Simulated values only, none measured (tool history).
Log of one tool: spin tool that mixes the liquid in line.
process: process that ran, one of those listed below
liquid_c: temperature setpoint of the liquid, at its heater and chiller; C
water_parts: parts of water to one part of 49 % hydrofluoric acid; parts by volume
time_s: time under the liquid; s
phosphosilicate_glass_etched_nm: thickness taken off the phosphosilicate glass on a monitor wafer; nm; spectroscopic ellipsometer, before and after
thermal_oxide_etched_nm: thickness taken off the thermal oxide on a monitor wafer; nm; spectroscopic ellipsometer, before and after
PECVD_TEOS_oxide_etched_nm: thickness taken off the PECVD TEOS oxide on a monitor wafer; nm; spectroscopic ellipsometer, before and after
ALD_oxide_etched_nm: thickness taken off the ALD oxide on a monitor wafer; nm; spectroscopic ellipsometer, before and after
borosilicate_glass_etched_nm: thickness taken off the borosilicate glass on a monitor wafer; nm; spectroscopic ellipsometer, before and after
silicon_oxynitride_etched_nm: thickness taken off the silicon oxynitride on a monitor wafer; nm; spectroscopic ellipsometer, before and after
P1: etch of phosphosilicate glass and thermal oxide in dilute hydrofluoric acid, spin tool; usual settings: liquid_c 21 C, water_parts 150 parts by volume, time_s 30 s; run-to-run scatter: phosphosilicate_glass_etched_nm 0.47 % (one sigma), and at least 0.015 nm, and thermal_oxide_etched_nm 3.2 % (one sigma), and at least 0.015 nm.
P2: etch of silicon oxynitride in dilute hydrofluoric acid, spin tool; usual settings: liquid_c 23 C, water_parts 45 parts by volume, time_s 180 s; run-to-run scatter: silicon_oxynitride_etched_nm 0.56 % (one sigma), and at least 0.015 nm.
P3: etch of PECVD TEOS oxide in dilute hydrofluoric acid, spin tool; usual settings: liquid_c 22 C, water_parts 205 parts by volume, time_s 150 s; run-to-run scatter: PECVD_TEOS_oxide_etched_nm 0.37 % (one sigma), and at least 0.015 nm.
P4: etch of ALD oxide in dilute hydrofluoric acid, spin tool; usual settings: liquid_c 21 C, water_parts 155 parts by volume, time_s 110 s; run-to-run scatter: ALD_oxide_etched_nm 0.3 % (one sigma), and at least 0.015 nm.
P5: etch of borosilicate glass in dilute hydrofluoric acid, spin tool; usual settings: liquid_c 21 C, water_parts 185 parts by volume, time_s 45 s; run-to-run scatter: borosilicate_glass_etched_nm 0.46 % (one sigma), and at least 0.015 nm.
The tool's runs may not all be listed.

run	hour	process	liquid_c	water_parts	time_s	phosphosilicate_glass_etched_nm	thermal_oxide_etched_nm	PECVD_TEOS_oxide_etched_nm	ALD_oxide_etched_nm	borosilicate_glass_etched_nm	silicon_oxynitride_etched_nm
1	4.2	P1	21	150	30	16.039	0.67473				
2	11.8	P3	22	335	150			2.9424			
3	20.1	P4	21	155	180				21.317		
4	24.6	P1	21	150	15	8.0245	0.38109				
5	29.3	P1	21	260	50	13.884	0.64057				
6	36.2	P3	29	205	150			6.9053			
7	42.6	P3	22	205	150			5.3837			
8	49.9	P5	21	185	45					8.2693	
9	57.2	P5	28	185	45					10.769	
10	61.9	P1	21	150	30	16.124	0.76326				
11	68.5	P1	21	85	30	30.266	1.4934				
12	73.7	P4	21	155	110				13.01		
13	81.2	P3	22	205	290			10.421			
14	87.8	P1	21	150	30	16.239	0.74678				
15	93.1	P3	22	205	150			5.3703			
16	97.9	P2	17	45	180						5.2451
17	105.1	P5	21	40	45					45.274	
# hour 107.6: hydrofluoric acid flow meter replaced
18	112.6	P4	17	155	110				11.09		
19	117.5	P4	21	70	110				31.784		
20	121.7	P1	29	150	30	21.857	0.9822				
21	128.8	P5	21	185	75					13.761	
22	135.7	P2	23	70	180						4.4757
23	139.8	P1	21	275	30	7.7935	0.34662				
24	147.8	P2	23	45	180						7.1366
25	155.6	P1	21	150	30	16.09	0.74544				
26	161.1	P1	17	150	30	13.829	0.61135				
27	165.8	P1	21	150	50	26.852	1.2057				
28	169.8	P2	23	45	305						11.948
29	178	P1	21	150	30	16.136	0.75725				
30	184.2	P1	21	150	30	15.589	0.66802				
31	191	P1	21	150	30	15.092	0.71078				
32	197.7	P1	21	150	30	15.093	0.73671				
33	203.9	P1	21	150	30	15.035	0.63345				
34	208.7	P1	21	150	30	14.929	0.71752				
35	215.3	P1	21	150	30	14.732	0.6836				

What P1 gives has crept away from where it was. These 2 causes fit the log equally well, each at the size given:
A: hydrofluoric acid flow below the setpoint (%) = 6.88
B: liquid colder than its thermometer reads (K) = 2.09
The creep began at about hour 178.

4 check runs are offered, each on 2 wafers whose results are averaged, their results left as question marks. Which one tells the causes apart?
check 1	221.9	P4	21	155	110				?		
check 2	221.9	P2	23	45	180						?
check 3	221.9	P3	22	205	150			?			
check 4	221.9	P5	21	185	45					?	

What each check would give under each cause:
check	result	if A	if B
check 1	ALD_oxide_etched_nm	11.978	11.982
check 2	silicon_oxynitride_etched_nm	6.6071	6.4107
check 3	PECVD_TEOS_oxide_etched_nm	4.9174	4.952
check 4	borosilicate_glass_etched_nm	7.6369	7.6651
How far apart the two closest causes lie, in the result that separates them most: check 1 0.04 %; check 2 3.02 %; check 3 0.7 %; check 4 0.37 %
Only check 2 tells the causes apart: in the others they would give nearly the same result.

Then check 2 was run and gave: silicon_oxynitride_etched_nm 6.6061 nm. Which cause is it?

It is A: hydrofluoric acid flow below the setpoint (%).

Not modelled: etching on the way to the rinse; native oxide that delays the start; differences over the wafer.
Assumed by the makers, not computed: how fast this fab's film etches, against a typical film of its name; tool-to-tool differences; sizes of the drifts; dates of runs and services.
